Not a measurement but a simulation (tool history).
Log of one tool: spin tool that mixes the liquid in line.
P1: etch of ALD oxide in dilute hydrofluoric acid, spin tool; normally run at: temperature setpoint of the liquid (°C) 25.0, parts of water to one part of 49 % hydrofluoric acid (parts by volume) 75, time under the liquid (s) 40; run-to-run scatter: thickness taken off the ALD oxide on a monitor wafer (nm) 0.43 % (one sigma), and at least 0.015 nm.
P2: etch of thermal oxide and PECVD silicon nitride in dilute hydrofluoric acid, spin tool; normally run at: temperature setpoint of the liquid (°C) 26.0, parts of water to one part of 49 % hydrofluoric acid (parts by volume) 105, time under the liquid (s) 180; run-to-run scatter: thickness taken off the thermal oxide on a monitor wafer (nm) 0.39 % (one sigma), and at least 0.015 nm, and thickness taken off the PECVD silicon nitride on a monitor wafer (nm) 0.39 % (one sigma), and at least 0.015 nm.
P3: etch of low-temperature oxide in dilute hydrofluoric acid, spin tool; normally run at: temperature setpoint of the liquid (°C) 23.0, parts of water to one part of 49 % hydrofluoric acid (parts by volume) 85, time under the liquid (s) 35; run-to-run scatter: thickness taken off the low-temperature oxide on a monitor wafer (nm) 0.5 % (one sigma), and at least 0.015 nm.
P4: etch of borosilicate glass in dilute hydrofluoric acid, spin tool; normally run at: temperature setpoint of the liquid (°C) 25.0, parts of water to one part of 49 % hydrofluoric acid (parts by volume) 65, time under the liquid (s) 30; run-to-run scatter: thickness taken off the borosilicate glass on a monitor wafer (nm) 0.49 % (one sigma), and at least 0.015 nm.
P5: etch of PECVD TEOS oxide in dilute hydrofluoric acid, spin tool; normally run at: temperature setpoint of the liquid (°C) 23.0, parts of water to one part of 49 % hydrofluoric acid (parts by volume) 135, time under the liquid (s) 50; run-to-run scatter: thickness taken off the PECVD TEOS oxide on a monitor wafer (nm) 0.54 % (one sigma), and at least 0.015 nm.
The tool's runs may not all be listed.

run   hour  process that ran  temperature setpoint of the liquid (°C)  parts of water to one part of 49 % hydrofluoric acid (parts by volume)  time under the liquid (s)  thickness taken off the ALD oxide on a monitor wafer (nm)  thickness taken off the borosilicate glass on a monitor wafer (nm)  thickness taken off the thermal oxide on a monitor wafer (nm)  thickness taken off the PECVD silicon nitride on a monitor wafer (nm)  thickness taken off the PECVD TEOS oxide on a monitor wafer (nm)  thickness taken off the low-temperature oxide on a monitor wafer (nm)
  1    4.3                P1                                     25.0                                                                      75                         40                                                    11.1220
  2   12.0                P4                                     32.0                                                                      65                         30                                                                                                                         18.647
  3   19.1                P1                                     25.0                                                                      75                         40                                                    11.1780
  4   24.7                P2                                     31.0                                                                     105                        180                                                                                                                                                                                       10.1380                                                                 7.6171
  5   32.7                P5                                     23.0                                                                     135                         50                                                                                                                                                                                                                                                                                                                                 4.1695
  6   41.4                P1                                     25.0                                                                      75                         40                                                    11.1600
  7   46.3                P1                                     25.0                                                                     105                         60                                                    11.5690
  8   55.9                P1                                     31.0                                                                      75                         40                                                    14.2730
  9   63.0                P2                                     26.0                                                                     175                        180                                                                                                                                                                                        4.6813                                                                 3.3149
 10   69.0                P4                                     25.0                                                                      65                         55                                                                                                                         25.845
 11   77.7                P3                                     23.0                                                                     150                         35                                                                                                                                                                                                                                                                                                                                                                                                        3.8467
 12   82.6                P4                                     25.0                                                                      20                         30                                                                                                                         48.894
 13   87.8                P1                                     20.0                                                                      75                         65                                                    14.8800
 14   93.5                P1                                     25.0                                                                      75                         15                                                     4.1832
 15  103.3                P1                                     21.0                                                                     130                         40                                                     5.1507
 16  110.4                P1                                     25.0                                                                      75                         40                                                    11.1940
 17  118.2                P1                                     25.0                                                                     140                         40                                                     5.5577
 18  122.5                P1                                     25.0                                                                      75                         40                                                    11.2110
 19  127.1                P5                                     28.5                                                                     135                         50                                                                                                                                                                                                                                                                                                                                 5.2159
 20  132.2                P3                                     17.0                                                                      85                         35                                                                                                                                                                                                                                                                                                                                                                                                        5.6561
 21  139.7                P5                                     23.0                                                                     135                         15                                                                                                                                                                                                                                                                                                                                 1.2556
 22  146.1                P1                                     25.0                                                                      75                         40                                                    11.1470
 23  150.4                P4                                     25.0                                                                      65                         30                                                                                                                         14.250
 24  156.4                P2                                     26.0                                                                     105                        180                                                                                                                                                                                        8.3341                                                                 5.5875
 25  164.5                P3                                     23.0                                                                      85                         15                                                                                                                                                                                                                                                                                                                                                                                                        3.1034
 26  170.0                P5                                     23.0                                                                     205                         50                                                                                                                                                                                                                                                                                                                                 2.5518
 27  174.6                P2                                     26.0                                                                     105                        270                                                                                                                                                                                       12.6560                                                                 8.3106
 28  181.1                P1                                     25.0                                                                      75                         70                                                    19.3310
 29  187.5                P1                                     20.0                                                                      75                         40                                                     9.1210
 30  196.0                P1                                     25.0                                                                      25                         40                                                    35.7400
 31  203.5                P3                                     23.0                                                                      85                         35                                                                                                                                                                                                                                                                                                                                                                                                        7.2185
 32  208.3                P5                                     23.0                                                                     135                         50                                                                                                                                                                                                                                                                                                                                 4.1822
 33  213.9                P1                                     25.0                                                                      75                         40                                                    11.2170
 34  223.3                P1                                     25.0                                                                      75                         40                                                    11.5570
 35  231.8                P1                                     25.0                                                                      75                         40                                                    11.7740
 36  239.3                P1                                     25.0                                                                      75                         40                                                    11.7840
 37  247.6                P1                                     25.0                                                                      75                         40                                                    11.8440
 38  256.4                P1                                     25.0                                                                      75                         40                                                    11.8240
 39  262.9                P1                                     25.0                                                                      75                         40                                                    11.9350
 40  269.3                P1                                     25.0                                                                      75                         40                                                    12.0070

What P1 gives has crept away from where it was. These 2 causes fit the log equally well, each at the size given:
A: liquid hotter than its thermometer reads (K) = 1.67
B: hydrofluoric acid flow above the setpoint (%) = 6.22
The creep began at about hour 213.9.

4 check runs are offered, one wafer each, their results left as question marks. Which one tells the causes apart?
check 1  275.7                P4                                     25.0                                                                      65                         30                                                                                                                              ?
check 2  275.7                P2                                     26.0                                                                     105                        180                                                                                                                                                                                             ?                                                                      ?
check 3  275.7                P3                                     23.0                                                                      85                         35                                                                                                                                                                                                                                                                                                                                                                                                             ?
check 4  275.7                P5                                     23.0                                                                     135                         50                                                                                                                                                                                                                                                                                                                                      ?

What each check would give under each cause:
  check                                                                 result    if A    if B
check 1     thickness taken off the borosilicate glass on a monitor wafer (nm)  15.127  15.106
check 2          thickness taken off the thermal oxide on a monitor wafer (nm)  8.9375  8.9736
check 2  thickness taken off the PECVD silicon nitride on a monitor wafer (nm)  6.1682  5.8831
check 3  thickness taken off the low-temperature oxide on a monitor wafer (nm)  7.7474  7.7437
check 4       thickness taken off the PECVD TEOS oxide on a monitor wafer (nm)  4.4905  4.5122
How far apart the two closest causes lie, in the result that separates them most: check 1 0.14 %; check 2 4.73 %; check 3 0.05 %; check 4 0.48 %
Check 2 tells the causes apart: in the others they would give nearly the same result.

Check 2 was then run and gave: thickness taken off the thermal oxide on a monitor wafer (nm) 8.9312; thickness taken off the PECVD silicon nitride on a monitor wafer (nm) 5.8761. Which cause is it?

It is B: hydrofluoric acid flow above the setpoint (%).
